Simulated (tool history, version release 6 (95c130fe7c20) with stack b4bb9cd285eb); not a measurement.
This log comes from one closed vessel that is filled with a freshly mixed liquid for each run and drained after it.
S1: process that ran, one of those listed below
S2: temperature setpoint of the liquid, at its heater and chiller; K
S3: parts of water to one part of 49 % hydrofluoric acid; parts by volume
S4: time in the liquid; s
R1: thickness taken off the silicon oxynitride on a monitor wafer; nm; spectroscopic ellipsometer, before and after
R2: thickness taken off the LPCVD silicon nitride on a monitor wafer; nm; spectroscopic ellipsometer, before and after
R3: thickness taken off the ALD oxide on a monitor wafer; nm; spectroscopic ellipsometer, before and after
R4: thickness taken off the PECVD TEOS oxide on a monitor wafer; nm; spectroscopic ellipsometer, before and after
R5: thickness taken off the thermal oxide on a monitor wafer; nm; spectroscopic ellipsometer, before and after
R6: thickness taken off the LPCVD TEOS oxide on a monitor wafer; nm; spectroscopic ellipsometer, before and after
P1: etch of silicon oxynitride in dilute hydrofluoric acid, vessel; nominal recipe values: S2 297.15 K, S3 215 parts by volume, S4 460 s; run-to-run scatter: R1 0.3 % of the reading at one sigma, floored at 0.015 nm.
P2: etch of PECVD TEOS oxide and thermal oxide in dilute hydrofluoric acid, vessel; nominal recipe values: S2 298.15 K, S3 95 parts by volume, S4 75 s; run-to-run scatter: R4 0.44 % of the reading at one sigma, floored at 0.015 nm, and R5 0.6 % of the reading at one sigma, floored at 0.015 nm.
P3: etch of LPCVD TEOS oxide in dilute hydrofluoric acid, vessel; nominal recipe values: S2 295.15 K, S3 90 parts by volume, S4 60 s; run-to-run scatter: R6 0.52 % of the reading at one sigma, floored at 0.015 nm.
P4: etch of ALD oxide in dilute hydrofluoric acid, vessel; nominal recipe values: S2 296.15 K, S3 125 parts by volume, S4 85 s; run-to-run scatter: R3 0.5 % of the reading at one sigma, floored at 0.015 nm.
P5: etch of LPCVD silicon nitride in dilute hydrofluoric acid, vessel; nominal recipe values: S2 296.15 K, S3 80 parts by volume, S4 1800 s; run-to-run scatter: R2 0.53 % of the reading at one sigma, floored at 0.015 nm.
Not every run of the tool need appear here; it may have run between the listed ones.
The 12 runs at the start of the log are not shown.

Run 13, hour 131: S1 P4, S2 296.15 K, S3 70 parts by volume, S4 85 s. Result: R3 11.754 nm.
Run 14, hour 144.4: S1 P1, S2 303.65 K, S3 215 parts by volume, S4 460 s. Result: R1 10.875 nm.
Run 15, hour 156.5: S1 P4, S2 296.15 K, S3 125 parts by volume, S4 85 s. Result: R3 6.1326 nm.
Run 16, hour 166.3: S1 P1, S2 297.15 K, S3 215 parts by volume, S4 460 s. Result: R1 8.2282 nm.
Run 17, hour 177.7: S1 P2, S2 298.15 K, S3 95 parts by volume, S4 75 s. Result: R4 23.867 nm, R5 3.9553 nm.
Run 18, hour 188.2: S1 P2, S2 298.15 K, S3 95 parts by volume, S4 150 s. Result: R4 47.758 nm, R5 8.0084 nm.
Run 19, hour 200.1: S1 P3, S2 295.15 K, S3 90 parts by volume, S4 105 s. Result: R6 60.19 nm.
Run 20, hour 207.9: S1 P2, S2 298.15 K, S3 145 parts by volume, S4 75 s. Result: R4 14.722 nm, R5 2.4483 nm.
Run 21, hour 215.6: S1 P4, S2 290.65 K, S3 125 parts by volume, S4 85 s. Result: R3 4.9098 nm.
Run 22, hour 223.4: S1 P1, S2 297.15 K, S3 215 parts by volume, S4 35 s. Result: R1 0.63518 nm.
Run 23, hour 236.7: S1 P1, S2 297.15 K, S3 215 parts by volume, S4 870 s. Result: R1 15.639 nm.
Run 24, hour 251.8: S1 P5, S2 290.15 K, S3 80 parts by volume, S4 1800 s. Result: R2 6.9294 nm.
Run 25, hour 264.3: S1 P1, S2 297.15 K, S3 215 parts by volume, S4 460 s. Result: R1 8.2816 nm.
Run 26, hour 274.6: S1 P1, S2 297.15 K, S3 125 parts by volume, S4 460 s. Result: R1 15.315 nm.
Run 27, hour 284.7: S1 P5, S2 296.15 K, S3 80 parts by volume, S4 1800 s. Result: R2 10.471 nm.
Run 28, hour 296.9: S1 P1, S2 297.15 K, S3 215 parts by volume, S4 460 s. Result: R1 8.27 nm.
Run 29, hour 310.8: S1 P1, S2 293.15 K, S3 215 parts by volume, S4 460 s. Result: R1 6.9 nm.
Run 30, hour 319.5: S1 P1, S2 297.15 K, S3 215 parts by volume, S4 460 s. Result: R1 8.2578 nm.
Run 31, hour 334.2: S1 P1, S2 297.15 K, S3 215 parts by volume, S4 460 s. Result: R1 7.8722 nm.
Run 32, hour 347.5: S1 P1, S2 297.15 K, S3 215 parts by volume, S4 460 s. Result: R1 7.8093 nm.
Run 33, hour 362.7: S1 P1, S2 297.15 K, S3 215 parts by volume, S4 460 s. Result: R1 7.7197 nm.
Run 34, hour 371.6: S1 P1, S2 297.15 K, S3 215 parts by volume, S4 460 s. Result: R1 7.7045 nm.
Run 35, hour 378.2: S1 P1, S2 297.15 K, S3 215 parts by volume, S4 460 s. Result: R1 7.7136 nm.

Run 36 comes next. What will it give?
Run 36, hour 386.9: S1 P1, S2 297.15 K, S3 215 parts by volume, S4 460 s. Result: R1 ?.

R1: 7.6914 nm
